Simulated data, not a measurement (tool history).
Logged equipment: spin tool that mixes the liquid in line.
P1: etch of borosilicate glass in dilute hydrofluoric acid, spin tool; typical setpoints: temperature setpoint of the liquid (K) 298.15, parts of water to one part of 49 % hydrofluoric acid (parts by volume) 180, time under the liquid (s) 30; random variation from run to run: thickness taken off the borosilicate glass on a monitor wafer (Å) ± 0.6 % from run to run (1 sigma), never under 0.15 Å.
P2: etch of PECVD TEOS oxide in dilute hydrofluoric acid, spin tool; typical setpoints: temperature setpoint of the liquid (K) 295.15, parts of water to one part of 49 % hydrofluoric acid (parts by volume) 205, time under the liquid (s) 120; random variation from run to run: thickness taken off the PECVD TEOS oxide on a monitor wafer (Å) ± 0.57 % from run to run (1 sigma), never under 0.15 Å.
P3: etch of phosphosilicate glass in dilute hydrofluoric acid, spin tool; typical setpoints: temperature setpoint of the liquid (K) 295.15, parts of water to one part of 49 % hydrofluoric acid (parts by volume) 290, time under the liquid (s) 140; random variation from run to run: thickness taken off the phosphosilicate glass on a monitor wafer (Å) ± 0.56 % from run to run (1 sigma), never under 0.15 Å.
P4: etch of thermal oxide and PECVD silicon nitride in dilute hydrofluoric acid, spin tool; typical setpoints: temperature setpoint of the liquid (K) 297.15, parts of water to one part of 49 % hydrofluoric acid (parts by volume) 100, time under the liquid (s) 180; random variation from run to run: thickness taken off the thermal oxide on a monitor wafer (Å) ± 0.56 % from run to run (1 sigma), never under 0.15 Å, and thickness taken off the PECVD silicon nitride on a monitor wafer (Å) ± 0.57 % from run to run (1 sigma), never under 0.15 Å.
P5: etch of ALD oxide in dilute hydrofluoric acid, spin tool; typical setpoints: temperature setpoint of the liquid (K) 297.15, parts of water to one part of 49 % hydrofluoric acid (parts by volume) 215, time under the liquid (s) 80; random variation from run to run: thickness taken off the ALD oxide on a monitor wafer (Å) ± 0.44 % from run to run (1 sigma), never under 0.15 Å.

run,hour,process that ran,temperature setpoint of the liquid (K),parts of water to one part of 49 % hydrofluoric acid (parts by volume),time under the liquid (s),hours since the thermometer was replaced,hours since the hydrofluoric acid flow meter was replaced,thickness taken off the borosilicate glass on a monitor wafer (Å),thickness taken off the PECVD TEOS oxide on a monitor wafer (Å),thickness taken off the thermal oxide on a monitor wafer (Å),thickness taken off the PECVD silicon nitride on a monitor wafer (Å),thickness taken off the ALD oxide on a monitor wafer (Å),thickness taken off the phosphosilicate glass on a monitor wafer (Å)
1,14.2,P1,298.15,180,30,1666.4,411.4,62.898,,,,,
2,27.1,P2,295.15,205,120,1679.3,424.3,,68.976,,,,
3,44.4,P4,304.15,100,180,1696.6,441.6,,,110.92,159.99,,
4,56.3,P4,297.15,180,180,1708.5,453.5,,,42.682,56.791,,
5,71.9,P5,297.15,215,15,1724.1,469.1,,,,,11.434,
6,84.1,P2,295.15,205,120,1736.3,481.3,,69.259,,,,
7,101.8,P2,295.15,205,70,1754,499,,40.403,,,,
8,116.2,P4,297.15,100,180,1768.4,513.4,,,85.086,102.22,,
# hour 127.3: thermometer replaced
9,134.7,P1,290.15,180,30,7.5,531.9,45.834,,,,,
10,152.5,P1,298.15,180,30,25.3,549.7,62.458,,,,,
11,168.7,P3,299.65,290,140,41.5,565.9,,,,,,351.58
12,183.5,P2,295.15,370,120,56.3,580.7,,32.834,,,,
13,196.3,P1,298.15,110,30,69.1,593.5,111,,,,,
14,206.5,P1,298.15,55,45,79.3,603.7,354.96,,,,,
15,225.2,P1,298.15,300,30,98,622.4,33.667,,,,,
16,240.8,P3,295.15,290,140,113.6,638,,,,,,301.29
17,257.5,P2,303.15,205,120,130.3,654.7,,92.478,,,,
18,267.3,P5,290.65,215,80,140.1,664.5,,,,,48.236,
19,280.7,P1,298.15,180,30,153.5,677.9,62.454,,,,,
20,291.3,P1,298.15,180,15,164.1,688.5,31.242,,,,,
21,307.3,P3,295.15,290,25,180.1,704.5,,,,,,54.092
22,322,P5,297.15,365,80,194.8,719.2,,,,,31.227,
# hour 335: hydrofluoric acid flow meter replaced
23,340,P1,298.15,180,55,212.8,5,114.64,,,,,
24,352.5,P1,298.15,180,30,225.3,17.5,62.679,,,,,
25,366.5,P4,297.15,100,15,239.3,31.5,,,7.1042,8.4687,,
26,383.6,P3,295.15,100,140,256.4,48.6,,,,,,1073
27,395.6,P1,298.15,180,30,268.4,60.6,62.582,,,,,
28,405.6,P5,297.15,215,80,278.4,70.6,,,,,61.455,
29,413.9,P1,303.15,180,30,286.7,78.9,74.93,,,,,
30,425.2,P1,298.15,180,30,298,90.2,62.234,,,,,
31,436.8,P5,297.15,215,80,309.6,101.8,,,,,62.058,
32,451.7,P4,297.15,100,180,324.5,116.7,,,84.929,100.43,,
33,469.9,P1,298.15,180,30,342.7,134.9,62.295,,,,,
34,484,P1,298.15,180,30,356.8,149,63.761,,,,,
35,498.9,P1,298.15,180,30,371.7,163.9,66.015,,,,,
36,508.1,P1,298.15,180,30,380.9,173.1,65.495,,,,,
37,524,P1,298.15,180,30,396.8,189,66.691,,,,,
38,534,P1,298.15,180,30,406.8,199,67.147,,,,,
39,546.1,P1,298.15,180,30,418.9,211.1,66.352,,,,,
40,562.5,P1,298.15,180,30,435.3,227.5,66.768,,,,,
41,577.9,P1,298.15,180,30,450.7,242.9,66.958,,,,,
42,593.6,P1,298.15,180,30,466.4,258.6,67.223,,,,,
43,605.6,P1,298.15,180,30,478.4,270.6,67.537,,,,,
44,619.8,P1,298.15,180,30,492.6,284.8,67.769,,,,,

What P1 gives has crept away from where it was. These 2 causes fit the log equally well, each at the size given:
A: hydrofluoric acid flow above the setpoint (%) = 6.94
B: liquid hotter than its thermometer reads (K) = 2.2
At approximately hour 469.9, the process output began to creep.

Consider the 4 single-wafer check runs listed below, results given as question marks: which one distinguishes between the causes by giving clearly different results for each?
check 1,634,P3,295.15,105,70,,,,,,,,?
check 2,634,P4,302.15,170,180,,,,,?,?,,
check 3,634,P2,295.15,355,120,,,,?,,,,
check 4,634,P5,293.15,215,15,,,,,,,?,

Expected result of each check under each candidate cause:
check,result,if A,if B
check 1,thickness taken off the phosphosilicate glass on a monitor wafer (Å),543.58,550.44
check 2,thickness taken off the thermal oxide on a monitor wafer (Å),60.136,59.944
check 2,thickness taken off the PECVD silicon nitride on a monitor wafer (Å),88.544,94.528
check 3,thickness taken off the PECVD TEOS oxide on a monitor wafer (Å),37.931,37.446
check 4,thickness taken off the ALD oxide on a monitor wafer (Å),10.829,10.856
Per-check spread between the two closest causes, in the result where they differ most: check 1 1.25 %; check 2 6.54 %; check 3 1.29 %; check 4 0.25 %
Check 2 tells the causes apart: in the others they would give nearly the same result.

With check 2 done, the readings were: thickness taken off the thermal oxide on a monitor wafer (Å) 59.653; thickness taken off the PECVD silicon nitride on a monitor wafer (Å) 94.357. Identify which of the listed causes applies.

It was cause B: liquid hotter than its thermometer reads (K).
